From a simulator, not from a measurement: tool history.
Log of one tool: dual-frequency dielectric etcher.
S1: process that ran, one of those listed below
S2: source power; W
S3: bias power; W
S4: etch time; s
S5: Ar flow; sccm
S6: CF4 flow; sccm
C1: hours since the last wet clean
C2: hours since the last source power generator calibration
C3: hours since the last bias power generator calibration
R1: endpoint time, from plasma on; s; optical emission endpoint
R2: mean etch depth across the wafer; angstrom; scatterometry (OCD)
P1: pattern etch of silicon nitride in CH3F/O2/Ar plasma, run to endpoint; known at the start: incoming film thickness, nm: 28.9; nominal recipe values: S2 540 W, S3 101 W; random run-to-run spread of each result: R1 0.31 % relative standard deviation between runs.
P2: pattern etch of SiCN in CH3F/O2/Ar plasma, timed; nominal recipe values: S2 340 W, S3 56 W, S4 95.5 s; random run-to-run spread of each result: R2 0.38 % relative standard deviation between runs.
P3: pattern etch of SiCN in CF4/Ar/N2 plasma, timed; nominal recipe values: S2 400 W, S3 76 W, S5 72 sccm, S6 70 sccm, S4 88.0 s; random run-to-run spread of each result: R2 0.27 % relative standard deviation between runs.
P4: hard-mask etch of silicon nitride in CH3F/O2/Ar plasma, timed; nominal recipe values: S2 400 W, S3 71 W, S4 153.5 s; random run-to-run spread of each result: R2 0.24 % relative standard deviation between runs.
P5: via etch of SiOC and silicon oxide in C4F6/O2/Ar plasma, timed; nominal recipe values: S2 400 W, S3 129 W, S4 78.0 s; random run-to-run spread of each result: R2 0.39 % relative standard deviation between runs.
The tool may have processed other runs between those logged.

run	day	S1	S2	S3	S4	S5	S6	C1	C2	C3	R1	R2
1	0.517	P1	540	101				128.9	1259.7	2027.2	33.023	
2	0.967	P4	400	49	153.5			139.7	1270.5	2038.0		942.70
3	1.521	P2	340	56	60.0			153.0	1283.8	2051.3		189.03
4	2.038	P1	540	101				165.4	1296.2	2063.7	33.040	
5	2.567	P5	520	129	78.0			178.1	1308.9	2076.4		867.99
6	3.100	P3	400	76	88.0	72	70	190.9	1321.7	2089.2		759.55
7	3.492	P3	400	76	88.0	55	70	200.3	1331.1	2098.6		787.92
8	3.888	P3	400	76	48.5	72	70	209.8	1340.6	2108.1		417.56
9	4.196	P1	380	101				217.2	1348.0	2115.5	37.753	
10	4.783	P4	400	71	186.5			231.3	1362.1	2129.6		1298.70
11	5.079	P2	340	72	95.5			238.4	1369.2	2136.7		329.28
12	5.467	P4	400	71	153.5			247.7	1378.5	2146.0		1069.20
13	5.962	P5	400	129	78.0			259.6	1390.4	2157.9		769.68
14	6.367	P5	400	129	110.0			269.3	1400.1	2167.6		1090.80
15	6.962	P3	400	103	88.0	72	70	283.6	1414.4	2181.9		843.10
16	7.292	P5	400	129	78.0			291.5	1422.3	2189.8		783.26
17	7.754	P1	540	101				302.6	1433.4	2200.9	33.003	
18	8.162	P1	540	101				312.4	1443.2	2210.7	33.209	
19	8.608	P3	320	76	88.0	72	70	323.1	1453.9	2221.4		623.20
20	8.871	P1	740	101				329.4	1460.2	2227.7	29.298	
21	9.383	P3	400	76	88.0	72	43	341.7	1472.5	2240.0		706.17
22	9.692	P5	400	173	78.0			349.1	1479.9	2247.4		854.56
23	10.033	P4	230	71	153.5			357.3	1488.1	2255.6		867.07
24	10.492	P2	220	56	95.5			368.3	1499.1	2266.6		255.90
25	11.058	P1	540	101				381.9	1512.7	2280.2	33.162	
26	11.596	P1	540	140				394.8	1525.6	2293.1	29.373	
27	11.896	P1	540	101				402.0	1532.8	2300.3	32.939	
28	12.417	P1	540	62				414.5	1545.3	2312.8	39.190	
29	12.888	P4	400	71	153.5			425.8	1556.6	2324.1		1070.00
30	13.288	P2	340	56	95.5			435.4	1566.2	2333.7		301.31
31	13.792	P1	650	74				447.5	1578.3	2345.8	34.471	
32	14.242	P1	540	101				458.3	1589.1	2356.6	32.953	
33	14.675	P1	540	101				468.7	1599.5	2367.0	32.905	
34	14.938	P1	540	101				475.0	1605.8	2373.3	32.930	
35	15.204	P1	540	101				481.4	1612.2	2379.7	32.592	
36	15.500	P1	540	101				488.5	1619.3	2386.8	32.730	
37	15.954	P1	540	101				499.4	1630.2	2397.7	32.655	
# day 16.408: wet clean of the chamber
38	16.533	P1	540	101				3.0	1644.1	2411.6	32.572	
39	17.096	P1	540	101				16.5	1657.6	2425.1	32.682	
40	17.492	P1	540	101				26.0	1667.1	2434.6	32.529	
41	17.796	P1	540	101				33.3	1674.4	2441.9	32.653	

The log shows P1 creeping away from where it was. Any of the 2 causes listed here, at the size stated for it, fits the log just as well as the others:
A: source power that arrives over what is set, % = 4.23
B: bias power that arrives over what is set, % = 4.38
The drift started at roughly day 14.242.
Every other cause this tool's parts could produce, and why it does not fit the log:
chamber walls in a state that raises the etch rate, %: was serviced at day 16.408, once the creep was under way, yet the earlier output never came back

Below are 4 check runs, each on a single wafer, with their results shown as question marks. Which of them would tell the listed causes apart, meaning the causes would give clearly different results under it?
check 1	18.100	P5	400	148	78.0							?
check 2	18.100	P2	240	56	95.5							?
check 3	18.100	P3	400	94	88.0	72	70					?
check 4	18.100	P4	330	71	153.5							?

Check results expected under each cause:
check	result	if A	if B
check 1	R2	824.48	822.04
check 2	R2	268.27	268.09
check 3	R2	846.43	828.70
check 4	R2	1010.00	1009.30
Per-check spread between the two closest causes, in the result where they differ most: check 1 0.3 %; check 2 0.07 %; check 3 2.12 %; check 4 0.07 %
The causes can be told apart only by check 3. The other checks would give nearly the same results under each of them.

With check 3 done, the readings were: R2 828.33 angstrom. Identify which of the listed causes applies.

It is B: bias power that arrives over what is set, %.
